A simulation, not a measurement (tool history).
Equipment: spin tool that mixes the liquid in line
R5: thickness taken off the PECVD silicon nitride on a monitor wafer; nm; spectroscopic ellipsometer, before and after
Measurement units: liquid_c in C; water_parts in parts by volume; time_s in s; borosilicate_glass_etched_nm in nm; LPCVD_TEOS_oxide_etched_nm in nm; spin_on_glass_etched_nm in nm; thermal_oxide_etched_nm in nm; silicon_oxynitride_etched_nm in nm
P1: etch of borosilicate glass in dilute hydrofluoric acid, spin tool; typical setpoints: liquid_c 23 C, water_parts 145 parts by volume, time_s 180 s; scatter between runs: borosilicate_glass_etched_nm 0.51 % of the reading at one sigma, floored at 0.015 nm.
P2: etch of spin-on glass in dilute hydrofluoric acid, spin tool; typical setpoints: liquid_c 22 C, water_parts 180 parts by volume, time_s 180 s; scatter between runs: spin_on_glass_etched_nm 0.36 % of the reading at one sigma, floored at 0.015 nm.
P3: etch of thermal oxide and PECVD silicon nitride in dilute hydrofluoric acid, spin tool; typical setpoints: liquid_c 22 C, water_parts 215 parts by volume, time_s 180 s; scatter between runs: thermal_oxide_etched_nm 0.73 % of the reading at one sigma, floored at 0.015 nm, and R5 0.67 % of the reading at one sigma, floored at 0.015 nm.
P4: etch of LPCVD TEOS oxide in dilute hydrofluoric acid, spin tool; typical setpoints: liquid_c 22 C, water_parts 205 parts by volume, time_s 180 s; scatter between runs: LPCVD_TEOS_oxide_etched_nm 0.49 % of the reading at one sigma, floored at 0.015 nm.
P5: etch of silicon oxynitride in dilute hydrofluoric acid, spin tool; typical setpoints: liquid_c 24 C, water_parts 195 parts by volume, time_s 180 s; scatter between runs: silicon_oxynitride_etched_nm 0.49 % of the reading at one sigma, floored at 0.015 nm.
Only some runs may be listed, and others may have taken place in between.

Run 1, day 0.288: process P1, liquid_c 23 C, water_parts 145 parts by volume, time_s 180 s. Result: borosilicate_glass_etched_nm 31.63 nm.
Run 2, day 0.479: process P4, liquid_c 22 C, water_parts 205 parts by volume, time_s 350 s. Result: LPCVD_TEOS_oxide_etched_nm 72.488 nm.
Run 3, day 0.633: process P2, liquid_c 22 C, water_parts 180 parts by volume, time_s 180 s. Result: spin_on_glass_etched_nm 24.812 nm.
Run 4, day 0.862: process P1, liquid_c 23 C, water_parts 145 parts by volume, time_s 180 s. Result: borosilicate_glass_etched_nm 31.551 nm.
Run 5, day 1.138: process P4, liquid_c 28.5 C, water_parts 205 parts by volume, time_s 180 s. Result: LPCVD_TEOS_oxide_etched_nm 47.386 nm.
Run 6, day 1.329: process P3, liquid_c 22 C, water_parts 215 parts by volume, time_s 340 s. Result: thermal_oxide_etched_nm 6.1244 nm, R5 5.9172 nm.
Run 7, day 1.583: process P1, liquid_c 17 C, water_parts 95 parts by volume, time_s 180 s. Result: borosilicate_glass_etched_nm 39.727 nm.
Run 8, day 1.933: process P2, liquid_c 22 C, water_parts 180 parts by volume, time_s 180 s. Result: spin_on_glass_etched_nm 24.831 nm.
Run 9, day 2.112: process P1, liquid_c 23 C, water_parts 145 parts by volume, time_s 180 s. Result: borosilicate_glass_etched_nm 31.371 nm.
Run 10, day 2.321: process P5, liquid_c 24 C, water_parts 195 parts by volume, time_s 355 s. Result: silicon_oxynitride_etched_nm 8.0523 nm.
Run 11, day 2.475: process P1, liquid_c 23 C, water_parts 40 parts by volume, time_s 180 s. Result: borosilicate_glass_etched_nm 128.69 nm.
Run 12, day 2.658: process P3, liquid_c 27.5 C, water_parts 215 parts by volume, time_s 180 s. Result: thermal_oxide_etched_nm 4.0065 nm, R5 4.4638 nm.
Run 13, day 2.929: process P1, liquid_c 23 C, water_parts 45 parts by volume, time_s 55 s. Result: borosilicate_glass_etched_nm 34.552 nm.
Run 14, day 3.204: process P1, liquid_c 23 C, water_parts 145 parts by volume, time_s 180 s. Result: borosilicate_glass_etched_nm 31.052 nm.
Run 15, day 3.392: process P1, liquid_c 23 C, water_parts 50 parts by volume, time_s 30 s. Result: borosilicate_glass_etched_nm 16.92 nm.
Run 16, day 3.625: process P1, liquid_c 23 C, water_parts 145 parts by volume, time_s 65 s. Result: borosilicate_glass_etched_nm 11.304 nm.
Run 17, day 3.954: process P1, liquid_c 29 C, water_parts 145 parts by volume, time_s 180 s. Result: borosilicate_glass_etched_nm 39.026 nm.
Run 18, day 4.108: process P1, liquid_c 23 C, water_parts 145 parts by volume, time_s 180 s. Result: borosilicate_glass_etched_nm 31.575 nm.
Run 19, day 4.333: process P1, liquid_c 23 C, water_parts 260 parts by volume, time_s 180 s. Result: borosilicate_glass_etched_nm 15.461 nm.
Run 20, day 4.65: process P1, liquid_c 23 C, water_parts 145 parts by volume, time_s 355 s. Result: borosilicate_glass_etched_nm 61.329 nm.
Run 21, day 4.846: process P2, liquid_c 30.5 C, water_parts 180 parts by volume, time_s 180 s. Result: spin_on_glass_etched_nm 33.629 nm.
Run 22, day 5.133: process P3, liquid_c 22 C, water_parts 380 parts by volume, time_s 180 s. Result: thermal_oxide_etched_nm 1.5491 nm, R5 1.7652 nm.
Run 23, day 5.308: process P3, liquid_c 22 C, water_parts 215 parts by volume, time_s 180 s. Result: thermal_oxide_etched_nm 3.2076 nm, R5 3.1222 nm.
Run 24, day 5.6: process P5, liquid_c 24 C, water_parts 195 parts by volume, time_s 180 s. Result: silicon_oxynitride_etched_nm 4.0526 nm.
Run 25, day 5.929: process P2, liquid_c 22 C, water_parts 285 parts by volume, time_s 180 s. Result: spin_on_glass_etched_nm 14.09 nm.
Run 26, day 6.196: process P1, liquid_c 23 C, water_parts 145 parts by volume, time_s 180 s. Result: borosilicate_glass_etched_nm 31.259 nm.
Run 27, day 6.425: process P4, liquid_c 22 C, water_parts 55 parts by volume, time_s 180 s. Result: LPCVD_TEOS_oxide_etched_nm 165.79 nm.
Run 28, day 6.712: process P4, liquid_c 22 C, water_parts 205 parts by volume, time_s 180 s. Result: LPCVD_TEOS_oxide_etched_nm 37.112 nm.
Run 29, day 6.917: process P4, liquid_c 22 C, water_parts 205 parts by volume, time_s 180 s. Result: LPCVD_TEOS_oxide_etched_nm 37.763 nm.
Run 30, day 7.154: process P5, liquid_c 24 C, water_parts 195 parts by volume, time_s 180 s. Result: silicon_oxynitride_etched_nm 4.0419 nm.
Run 31, day 7.483: process P1, liquid_c 18 C, water_parts 145 parts by volume, time_s 180 s. Result: borosilicate_glass_etched_nm 25.676 nm.
Run 32, day 7.717: process P5, liquid_c 24 C, water_parts 360 parts by volume, time_s 180 s. Result: silicon_oxynitride_etched_nm 1.9334 nm.
Run 33, day 8.067: process P5, liquid_c 30.5 C, water_parts 195 parts by volume, time_s 180 s. Result: silicon_oxynitride_etched_nm 5.3489 nm.
Run 34, day 8.296: process P2, liquid_c 22 C, water_parts 180 parts by volume, time_s 15 s. Result: spin_on_glass_etched_nm 2.0587 nm.
Run 35, day 8.533: process P1, liquid_c 23 C, water_parts 145 parts by volume, time_s 180 s. Result: borosilicate_glass_etched_nm 31.414 nm.
Run 36, day 8.762: process P1, liquid_c 23 C, water_parts 145 parts by volume, time_s 180 s. Result: borosilicate_glass_etched_nm 32.667 nm.

For run 37, what comes out?
Run 37, day 9.088: process P1, liquid_c 23 C, water_parts 145 parts by volume, time_s 180 s. Result: borosilicate_glass_etched_nm ?.

borosilicate_glass_etched_nm: 33.618 nm
